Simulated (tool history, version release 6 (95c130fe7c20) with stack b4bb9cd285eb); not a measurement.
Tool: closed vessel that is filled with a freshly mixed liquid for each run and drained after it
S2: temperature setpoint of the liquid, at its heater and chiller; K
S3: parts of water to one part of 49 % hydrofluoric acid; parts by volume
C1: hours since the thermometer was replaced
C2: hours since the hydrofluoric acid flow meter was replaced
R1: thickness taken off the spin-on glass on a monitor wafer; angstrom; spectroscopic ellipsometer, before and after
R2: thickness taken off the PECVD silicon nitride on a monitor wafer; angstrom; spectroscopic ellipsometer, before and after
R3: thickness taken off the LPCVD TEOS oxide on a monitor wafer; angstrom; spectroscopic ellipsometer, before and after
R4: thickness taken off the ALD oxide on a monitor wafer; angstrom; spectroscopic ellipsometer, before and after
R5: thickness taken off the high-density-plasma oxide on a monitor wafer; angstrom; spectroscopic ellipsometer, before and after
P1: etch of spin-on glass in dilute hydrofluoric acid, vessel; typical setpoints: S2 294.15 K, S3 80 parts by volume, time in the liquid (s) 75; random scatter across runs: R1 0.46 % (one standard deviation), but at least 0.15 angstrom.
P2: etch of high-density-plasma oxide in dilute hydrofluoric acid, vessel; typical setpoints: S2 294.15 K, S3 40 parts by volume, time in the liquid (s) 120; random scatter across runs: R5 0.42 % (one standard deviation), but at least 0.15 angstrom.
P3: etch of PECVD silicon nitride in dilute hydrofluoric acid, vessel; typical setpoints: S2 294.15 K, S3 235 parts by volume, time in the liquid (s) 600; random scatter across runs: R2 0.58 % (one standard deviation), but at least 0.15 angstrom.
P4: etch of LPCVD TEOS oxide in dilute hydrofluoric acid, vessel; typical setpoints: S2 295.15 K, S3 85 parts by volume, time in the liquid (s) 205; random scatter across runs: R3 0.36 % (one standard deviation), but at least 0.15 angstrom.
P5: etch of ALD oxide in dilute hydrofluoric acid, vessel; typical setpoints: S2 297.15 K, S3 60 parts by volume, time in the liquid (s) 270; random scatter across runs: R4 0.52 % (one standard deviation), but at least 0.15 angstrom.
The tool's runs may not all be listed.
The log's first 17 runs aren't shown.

{"run": 18, "hour": 188.1, "process that ran": "P1", "S2": 298.15, "S3": 25, "time in the liquid (s)": 75, "C1": 263.8, "C2": 2003.4, "R1": 1112.7}
{"run": 19, "hour": 198.4, "process that ran": "P1", "S2": 294.15, "S3": 80, "time in the liquid (s)": 75, "C1": 274.1, "C2": 2013.7, "R1": 275.84}
{"run": 20, "hour": 205.8, "process that ran": "P5", "S2": 297.15, "S3": 105, "time in the liquid (s)": 270, "C1": 281.5, "C2": 2021.1, "R4": 244.38}
{"run": 21, "hour": 215.1, "process that ran": "P5", "S2": 297.15, "S3": 60, "time in the liquid (s)": 270, "C1": 290.8, "C2": 2030.4, "R4": 456.03}
{"run": 22, "hour": 221.7, "process that ran": "P4", "S2": 295.15, "S3": 45, "time in the liquid (s)": 205, "C1": 297.4, "C2": 2037, "R3": 994.84}
{"run": 23, "hour": 235.8, "process that ran": "P1", "S2": 294.15, "S3": 80, "time in the liquid (s)": 75, "C1": 311.5, "C2": 2051.1, "R1": 276.33}
{"run": 24, "hour": 243.8, "process that ran": "P1", "S2": 290.15, "S3": 80, "time in the liquid (s)": 75, "C1": 319.5, "C2": 2059.1, "R1": 233.49}
{"run": 25, "hour": 251.9, "process that ran": "P2", "S2": 290.15, "S3": 40, "time in the liquid (s)": 120, "C1": 327.6, "C2": 2067.2, "R5": 221.66}
{"run": 26, "hour": 261.9, "process that ran": "P1", "S2": 290.65, "S3": 80, "time in the liquid (s)": 145, "C1": 337.6, "C2": 2077.2, "R1": 462.06}
{"run": 27, "hour": 275.0, "process that ran": "P2", "S2": 294.15, "S3": 40, "time in the liquid (s)": 120, "C1": 350.7, "C2": 2090.3, "R5": 261.89}
{"run": 28, "hour": 283.6, "process that ran": "P1", "S2": 294.15, "S3": 80, "time in the liquid (s)": 75, "C1": 359.3, "C2": 2098.9, "R1": 276.61}
{"run": 29, "hour": 291.6, "process that ran": "P2", "S2": 294.15, "S3": 20, "time in the liquid (s)": 120, "C1": 367.3, "C2": 2106.9, "R5": 538}
{"run": 30, "hour": 299.6, "process that ran": "P2", "S2": 294.15, "S3": 40, "time in the liquid (s)": 235, "C1": 375.3, "C2": 2114.9, "R5": 512.77}
{"run": 31, "hour": 308.6, "process that ran": "P5", "S2": 297.15, "S3": 60, "time in the liquid (s)": 135, "C1": 384.3, "C2": 2123.9, "R4": 230.14}
{"run": 32, "hour": 322.3, "process that ran": "P3", "S2": 294.15, "S3": 350, "time in the liquid (s)": 600, "C1": 398, "C2": 2137.6, "R2": 34.652}
{"run": 33, "hour": 329.0, "process that ran": "P1", "S2": 294.15, "S3": 80, "time in the liquid (s)": 75, "C1": 404.7, "C2": 2144.3, "R1": 278.19}
{"run": 34, "hour": 337.3, "process that ran": "P1", "S2": 294.15, "S3": 80, "time in the liquid (s)": 75, "C1": 413, "C2": 2152.6, "R1": 276.94}
{"run": 35, "hour": 346.0, "process that ran": "P1", "S2": 294.15, "S3": 80, "time in the liquid (s)": 75, "C1": 421.7, "C2": 2161.3, "R1": 283.27}
{"run": 36, "hour": 358.2, "process that ran": "P1", "S2": 294.15, "S3": 80, "time in the liquid (s)": 75, "C1": 433.9, "C2": 2173.5, "R1": 288.31}
{"run": 37, "hour": 365.2, "process that ran": "P1", "S2": 294.15, "S3": 80, "time in the liquid (s)": 75, "C1": 440.9, "C2": 2180.5, "R1": 292.96}
{"run": 38, "hour": 377.5, "process that ran": "P1", "S2": 294.15, "S3": 80, "time in the liquid (s)": 75, "C1": 453.2, "C2": 2192.8, "R1": 293.78}
{"run": 39, "hour": 389.1, "process that ran": "P1", "S2": 294.15, "S3": 80, "time in the liquid (s)": 75, "C1": 464.8, "C2": 2204.4, "R1": 298.81}
{"run": 40, "hour": 402.0, "process that ran": "P1", "S2": 294.15, "S3": 80, "time in the liquid (s)": 75, "C1": 477.7, "C2": 2217.3, "R1": 301.02}

Forecast run 41:
{"run": 41, "hour": 408.7, "process that ran": "P1", "S2": 294.15, "S3": 80, "time in the liquid (s)": 75, "C1": 484.4, "C2": 2224, "R1": "?"}

{"run 41": {"R1": 300.42}}

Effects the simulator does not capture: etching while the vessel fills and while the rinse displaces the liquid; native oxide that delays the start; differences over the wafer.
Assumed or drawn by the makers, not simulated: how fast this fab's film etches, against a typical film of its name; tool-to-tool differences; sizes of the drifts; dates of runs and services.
